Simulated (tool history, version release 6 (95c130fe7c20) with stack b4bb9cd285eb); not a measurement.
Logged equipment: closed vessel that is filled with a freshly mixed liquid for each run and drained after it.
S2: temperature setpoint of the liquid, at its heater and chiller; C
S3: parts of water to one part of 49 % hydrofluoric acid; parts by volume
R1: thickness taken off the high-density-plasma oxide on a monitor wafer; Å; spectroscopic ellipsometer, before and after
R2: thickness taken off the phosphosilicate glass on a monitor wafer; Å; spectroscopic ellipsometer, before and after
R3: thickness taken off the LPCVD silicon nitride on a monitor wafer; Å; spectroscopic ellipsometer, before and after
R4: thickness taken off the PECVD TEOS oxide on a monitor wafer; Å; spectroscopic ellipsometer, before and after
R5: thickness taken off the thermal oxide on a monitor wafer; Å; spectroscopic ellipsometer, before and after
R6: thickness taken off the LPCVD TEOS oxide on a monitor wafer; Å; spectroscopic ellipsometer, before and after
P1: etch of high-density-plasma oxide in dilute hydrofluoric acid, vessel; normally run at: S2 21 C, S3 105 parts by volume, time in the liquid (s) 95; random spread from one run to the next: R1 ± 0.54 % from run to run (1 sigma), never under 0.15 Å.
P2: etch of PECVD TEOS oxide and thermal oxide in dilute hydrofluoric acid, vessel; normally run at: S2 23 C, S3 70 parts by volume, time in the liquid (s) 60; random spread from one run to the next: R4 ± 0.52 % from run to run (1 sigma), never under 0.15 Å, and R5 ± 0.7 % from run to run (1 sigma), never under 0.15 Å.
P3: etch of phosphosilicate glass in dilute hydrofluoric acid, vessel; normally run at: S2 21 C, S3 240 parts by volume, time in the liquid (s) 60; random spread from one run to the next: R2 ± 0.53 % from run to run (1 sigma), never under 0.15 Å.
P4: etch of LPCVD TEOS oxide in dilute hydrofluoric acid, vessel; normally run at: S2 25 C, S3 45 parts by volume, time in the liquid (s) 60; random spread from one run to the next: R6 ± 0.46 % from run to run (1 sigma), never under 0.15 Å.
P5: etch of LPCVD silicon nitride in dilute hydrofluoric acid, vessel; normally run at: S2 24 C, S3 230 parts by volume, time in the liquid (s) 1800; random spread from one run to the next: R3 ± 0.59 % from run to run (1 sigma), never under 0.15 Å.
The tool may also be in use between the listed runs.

{"run": 1, "hour": 4.3, "process that ran": "P1", "S2": 21, "S3": 105, "time in the liquid (s)": 95, "R1": 58.906}
{"run": 2, "hour": 10.2, "process that ran": "P1", "S2": 17, "S3": 105, "time in the liquid (s)": 95, "R1": 49.561}
{"run": 3, "hour": 15.1, "process that ran": "P1", "S2": 21, "S3": 105, "time in the liquid (s)": 40, "R1": 24.506}
{"run": 4, "hour": 18.5, "process that ran": "P3", "S2": 17, "S3": 240, "time in the liquid (s)": 60, "R2": 326.38}
{"run": 5, "hour": 24.3, "process that ran": "P5", "S2": 24, "S3": 230, "time in the liquid (s)": 1800, "R3": 41.199}
{"run": 6, "hour": 30.6, "process that ran": "P2", "S2": 23, "S3": 70, "time in the liquid (s)": 30, "R4": 41.648, "R5": 19.797}
{"run": 7, "hour": 35.7, "process that ran": "P2", "S2": 23, "S3": 70, "time in the liquid (s)": 60, "R4": 83.114, "R5": 40.563}
{"run": 8, "hour": 42.1, "process that ran": "P1", "S2": 21, "S3": 105, "time in the liquid (s)": 95, "R1": 58.695}
{"run": 9, "hour": 48.9, "process that ran": "P4", "S2": 25, "S3": 45, "time in the liquid (s)": 60, "R6": 682.67}
{"run": 10, "hour": 54.8, "process that ran": "P5", "S2": 19.5, "S3": 230, "time in the liquid (s)": 1800, "R3": 30.971}
{"run": 11, "hour": 61.1, "process that ran": "P4", "S2": 25, "S3": 45, "time in the liquid (s)": 30, "R6": 341.76}
{"run": 12, "hour": 65.3, "process that ran": "P1", "S2": 21, "S3": 150, "time in the liquid (s)": 95, "R1": 39.205}
{"run": 13, "hour": 72.5, "process that ran": "P5", "S2": 24, "S3": 230, "time in the liquid (s)": 150, "R3": 3.6001}
{"run": 14, "hour": 75.7, "process that ran": "P5", "S2": 24, "S3": 230, "time in the liquid (s)": 1800, "R3": 41.113}
{"run": 15, "hour": 79.4, "process that ran": "P2", "S2": 19.5, "S3": 70, "time in the liquid (s)": 60, "R4": 72.576, "R5": 34.738}
{"run": 16, "hour": 85.9, "process that ran": "P1", "S2": 17, "S3": 65, "time in the liquid (s)": 95, "R1": 84.099}
{"run": 17, "hour": 90.7, "process that ran": "P2", "S2": 23, "S3": 20, "time in the liquid (s)": 60, "R4": 314.34, "R5": 149.94}
{"run": 18, "hour": 96.5, "process that ran": "P4", "S2": 25, "S3": 45, "time in the liquid (s)": 60, "R6": 687.26}
{"run": 19, "hour": 100.5, "process that ran": "P3", "S2": 21, "S3": 240, "time in the liquid (s)": 110, "R2": 686.13}
{"run": 20, "hour": 105.7, "process that ran": "P4", "S2": 33, "S3": 45, "time in the liquid (s)": 60, "R6": 942.39}
{"run": 21, "hour": 109.5, "process that ran": "P4", "S2": 25, "S3": 75, "time in the liquid (s)": 60, "R6": 394.11}

What will run 22 give?
{"run": 22, "hour": 116.4, "process that ran": "P1", "S2": 21, "S3": 105, "time in the liquid (s)": 95, "R1": "?"}

Run 22 gave R1 58.338 Å.

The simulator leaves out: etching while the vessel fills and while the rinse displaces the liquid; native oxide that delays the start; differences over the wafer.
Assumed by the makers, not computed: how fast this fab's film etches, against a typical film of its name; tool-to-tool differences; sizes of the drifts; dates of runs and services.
